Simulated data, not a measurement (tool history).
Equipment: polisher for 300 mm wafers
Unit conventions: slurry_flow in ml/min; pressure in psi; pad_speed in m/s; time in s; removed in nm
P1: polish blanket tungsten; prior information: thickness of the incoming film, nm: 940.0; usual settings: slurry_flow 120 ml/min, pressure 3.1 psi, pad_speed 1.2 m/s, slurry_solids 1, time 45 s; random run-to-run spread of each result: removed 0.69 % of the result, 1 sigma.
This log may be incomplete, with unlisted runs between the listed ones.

| run | hour | slurry_flow | pressure | pad_speed | slurry_solids | time | removed |
|---|---|---|---|---|---|---|---|
| 1 | 3.6 | 120 | 3.1 | 1.2 | 1 | 45 | 235.9 |
| 2 | 9.5 | 120 | 3.1 | 1.2 | 1 | 45 | 239.33 |
| 3 | 12.3 | 70 | 3.1 | 1.2 | 1 | 45 | 205.65 |
| 4 | 17.8 | 120 | 3.1 | 1.2 | 1 | 24 | 125.9 |
| 5 | 22.7 | 120 | 1.9 | 1.2 | 1 | 45 | 145.39 |
| 6 | 25.6 | 120 | 3.1 | 1.2 | 1 | 64 | 335.24 |
| 7 | 31.2 | 150 | 3.1 | 1.2 | 1 | 45 | 248.07 |
| 8 | 36.2 | 120 | 3.1 | 1.2 | 1.5 | 45 | 262.64 |
| 9 | 41.7 | 120 | 3.1 | 1.2 | 1 | 45 | 237.89 |
| 10 | 47 | 120 | 3.1 | 0.78 | 1 | 45 | 154.83 |
| 11 | 51.8 | 120 | 4.9 | 1.2 | 1 | 45 | 371.74 |
| 12 | 57.5 | 175 | 3.1 | 1.2 | 0.65 | 45 | 232.22 |
| 13 | 62.4 | 120 | 3.1 | 1.2 | 1 | 45 | 236.69 |
| 14 | 66.5 | 120 | 3.1 | 1.2 | 1 | 45 | 237.02 |
| 15 | 70.1 | 120 | 3.1 | 1.2 | 1 | 45 | 239 |
| 16 | 75.8 | 120 | 3.1 | 1.74 | 1 | 45 | 347.96 |
| 17 | 78.9 | 120 | 3.1 | 1.2 | 0.55 | 45 | 205.94 |
| 18 | 84.2 | 120 | 3.1 | 1.2 | 1 | 45 | 238.2 |
| 19 | 87.6 | 120 | 3.1 | 1.2 | 1 | 45 | 226.22 |
| 20 | 91.3 | 120 | 3.1 | 1.2 | 1 | 45 | 217.08 |
| 21 | 94.4 | 120 | 3.1 | 1.2 | 1 | 45 | 212.22 |
|  | 95.6 | slurry blender recalibrated |
|  | 96.7 | head pressure recalibrated |
|  | 99.1 | worn pad replaced by a new one |
| 22 | 99.2 | 120 | 3.1 | 1.2 | 1 | 45 | 210.06 |
| 23 | 102.2 | 120 | 3.1 | 1.2 | 1 | 45 | 211.35 |
| 24 | 106.2 | 120 | 3.1 | 1.2 | 1 | 45 | 207.2 |

The log shows P1 creeping away from where it was. Any of the 2 causes listed here, at the size stated for it, fits the log just as well as the others:
A: peroxide lost from the slurry, % = 28.2
B: slurry flow missing at the pad, % = 39.1
The process output started creeping at around hour 84.2.
Every other cause this tool's parts could produce, and why it does not fit the log:
removal rate lost through wear of the pad, %: its service at hour 99.1 followed the start of the drift and did not put the process back to its old value
head's pressure below its setpoint, %: its service at hour 96.7 followed the start of the drift and did not put the process back to its old value
abrasive missing from the slurry, %: its service at hour 95.6 followed the start of the drift and did not put the process back to its old value

Listed below are the offered check runs, one wafer per run, with question marks in place of results. For which of them would the causes give clearly different outcomes?
| check 1 | 110.2 | 120 | 3.1 | 1.2 | 1 | 24 | ? |
| check 2 | 110.2 | 70 | 2.2 | 1.2 | 1 | 45 | ? |
| check 3 | 110.2 | 120 | 4.8 | 1.2 | 0.65 | 45 | ? |
| check 4 | 110.2 | 120 | 3.1 | 1.2 | 1.25 | 45 | ? |

How each check would come out, cause by cause:
| check | result | if A | if B |
|---|---|---|---|
| check 1 | removed | 111.17 | 111.17 |
| check 2 | removed | 127.88 | 118.8 |
| check 3 | removed | 292.11 | 292.12 |
| check 4 | removed | 219.86 | 219.87 |
Per-check spread between the two closest causes, in the result where they differ most: check 1 0 %; check 2 7.37 %; check 3 0 %; check 4 0 %
Of the check runs offered, only check 2 discriminates between the causes; the rest would read about the same regardless of which cause applies.

Check 2 was then run and gave: removed 127.82 nm. Which cause is it?

The correct cause is A, namely: peroxide lost from the slurry, %.
